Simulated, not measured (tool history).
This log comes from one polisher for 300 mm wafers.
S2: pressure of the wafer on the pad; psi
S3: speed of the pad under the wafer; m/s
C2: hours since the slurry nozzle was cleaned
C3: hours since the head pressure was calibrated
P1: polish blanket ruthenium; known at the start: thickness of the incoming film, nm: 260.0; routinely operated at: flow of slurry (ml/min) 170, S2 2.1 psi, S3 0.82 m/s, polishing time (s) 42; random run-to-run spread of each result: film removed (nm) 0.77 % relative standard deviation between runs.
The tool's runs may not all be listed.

Run 1, day 0.346: flow of slurry (ml/min) 170, S2 2.1 psi, S3 0.82 m/s, polishing time (s) 42; wafers polished on this pad 474; C2 466.0; C3 438.5. Result: film removed (nm) 37.439.
Run 2, day 0.888: flow of slurry (ml/min) 170, S2 2.1 psi, S3 0.82 m/s, polishing time (s) 30; wafers polished on this pad 589; C2 479.0; C3 451.5. Result: film removed (nm) 26.617.
Run 3, day 1.200: flow of slurry (ml/min) 100, S2 2.1 psi, S3 0.82 m/s, polishing time (s) 42; wafers polished on this pad 655; C2 486.5; C3 459.0. Result: film removed (nm) 33.451.
Run 4, day 1.704: flow of slurry (ml/min) 225, S2 2.1 psi, S3 0.82 m/s, polishing time (s) 29; wafers polished on this pad 762; C2 498.6; C3 471.1. Result: film removed (nm) 26.914.
Run 5, day 2.017: flow of slurry (ml/min) 250, S2 2.1 psi, S3 0.82 m/s, polishing time (s) 42; wafers polished on this pad 829; C2 506.1; C3 478.6. Result: film removed (nm) 38.877.
Run 6, day 2.317: flow of slurry (ml/min) 170, S2 2.1 psi, S3 0.82 m/s, polishing time (s) 42; wafers polished on this pad 892; C2 513.3; C3 485.8. Result: film removed (nm) 37.408.
Run 7, day 2.867: flow of slurry (ml/min) 170, S2 3.1 psi, S3 0.82 m/s, polishing time (s) 42; wafers polished on this pad 1009; C2 526.5; C3 499.0. Result: film removed (nm) 54.538.
Run 8, day 3.271: flow of slurry (ml/min) 120, S2 2.1 psi, S3 0.82 m/s, polishing time (s) 65; wafers polished on this pad 1095; C2 536.2; C3 508.7. Result: film removed (nm) 54.438.
Run 9, day 3.546: flow of slurry (ml/min) 170, S2 2.1 psi, S3 0.52 m/s, polishing time (s) 42; wafers polished on this pad 1154; C2 542.8; C3 515.3. Result: film removed (nm) 23.859.
Run 10, day 3.846: flow of slurry (ml/min) 170, S2 1.3 psi, S3 0.82 m/s, polishing time (s) 42; wafers polished on this pad 1217; C2 550.0; C3 522.5. Result: film removed (nm) 23.109.
Run 11, day 4.142: flow of slurry (ml/min) 170, S2 2.1 psi, S3 0.82 m/s, polishing time (s) 66; wafers polished on this pad 1280; C2 557.1; C3 529.6. Result: film removed (nm) 58.653.
Run 12, day 4.504: flow of slurry (ml/min) 170, S2 2.1 psi, S3 0.82 m/s, polishing time (s) 42; wafers polished on this pad 1357; C2 565.8; C3 538.3. Result: film removed (nm) 37.782.
Run 13, day 4.921: flow of slurry (ml/min) 100, S2 1.2 psi, S3 0.82 m/s, polishing time (s) 42; wafers polished on this pad 1446; C2 575.8; C3 548.3. Result: film removed (nm) 18.976.
Run 14, day 5.371: flow of slurry (ml/min) 170, S2 2.1 psi, S3 0.82 m/s, polishing time (s) 42; wafers polished on this pad 1541; C2 586.6; C3 559.1. Result: film removed (nm) 36.877.
Run 15, day 5.679: flow of slurry (ml/min) 170, S2 2.1 psi, S3 0.82 m/s, polishing time (s) 42; wafers polished on this pad 1607; C2 594.0; C3 566.5. Result: film removed (nm) 37.266.

Run 16 comes next. What will it give?
Run 16, day 6.021: flow of slurry (ml/min) 170, S2 2.1 psi, S3 1.18 m/s, polishing time (s) 42; wafers polished on this pad 1679; C2 602.2; C3 574.7. Result: film removed (nm) ?.

Run 16 yielded film removed (nm) 53.098.
